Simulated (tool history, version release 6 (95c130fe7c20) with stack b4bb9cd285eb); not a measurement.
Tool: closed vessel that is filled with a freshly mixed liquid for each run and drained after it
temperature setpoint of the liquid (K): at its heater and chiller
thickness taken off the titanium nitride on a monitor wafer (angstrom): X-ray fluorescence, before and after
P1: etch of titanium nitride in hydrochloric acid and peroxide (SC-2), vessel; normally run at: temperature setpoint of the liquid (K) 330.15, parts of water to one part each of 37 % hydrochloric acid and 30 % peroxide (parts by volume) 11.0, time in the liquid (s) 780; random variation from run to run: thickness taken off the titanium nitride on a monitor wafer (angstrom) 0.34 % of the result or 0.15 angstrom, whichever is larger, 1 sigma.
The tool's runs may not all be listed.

| run | hour | temperature setpoint of the liquid (K) | parts of water to one part each of 37 % hydrochloric acid and 30 % peroxide (parts by volume) | time in the liquid (s) | hours since the thermometer was replaced | hours since the chemicals flow meter was replaced | hours since the drum of peroxide was connected | thickness taken off the titanium nitride on a monitor wafer (angstrom) |
|---|---|---|---|---|---|---|---|---|
| 1 | 9.0 | 330.15 | 11.0 | 780 | 862.9 | 981.3 | 113.4 | 436.62 |
| 2 | 16.6 | 330.15 | 19.5 | 780 | 870.5 | 988.9 | 121.0 | 265.05 |
| 3 | 29.0 | 343.15 | 11.0 | 780 | 882.9 | 1001.3 | 133.4 | 973.64 |
| 4 | 37.0 | 313.65 | 11.0 | 780 | 890.9 | 1009.3 | 141.4 | 143.38 |
| 5 | 43.9 | 330.15 | 11.0 | 780 | 897.8 | 1016.2 | 148.3 | 436.65 |
| 6 | 56.6 | 330.15 | 4.0 | 780 | 910.5 | 1028.9 | 161.0 | 944.35 |
|  | 59.5 | new drum of peroxide connected |
| 7 | 63.0 | 330.15 | 11.0 | 780 | 916.9 | 1035.3 | 3.6 | 438.04 |
| 8 | 70.9 | 330.15 | 11.0 | 270 | 924.8 | 1043.2 | 11.5 | 151.25 |
| 9 | 81.4 | 316.15 | 15.5 | 780 | 935.3 | 1053.7 | 22.0 | 127.65 |
| 10 | 88.3 | 330.15 | 11.0 | 1305 | 942.2 | 1060.6 | 28.9 | 730.47 |
| 11 | 94.7 | 330.15 | 11.0 | 780 | 948.6 | 1067.0 | 35.3 | 434.88 |
| 12 | 101.3 | 330.15 | 11.0 | 780 | 955.2 | 1073.6 | 41.9 | 437.71 |
| 13 | 109.6 | 330.15 | 11.0 | 780 | 963.5 | 1081.9 | 50.2 | 422.81 |
| 14 | 120.8 | 330.15 | 11.0 | 780 | 974.7 | 1093.1 | 61.4 | 408.52 |
| 15 | 132.0 | 330.15 | 11.0 | 780 | 985.9 | 1104.3 | 72.6 | 406.21 |

The next listed run, before its measurement:
| 16 | 142.8 | 330.15 | 11.0 | 780 | 996.7 | 1115.1 | 83.4 | ? |

thickness taken off the titanium nitride on a monitor wafer (angstrom): 398.47
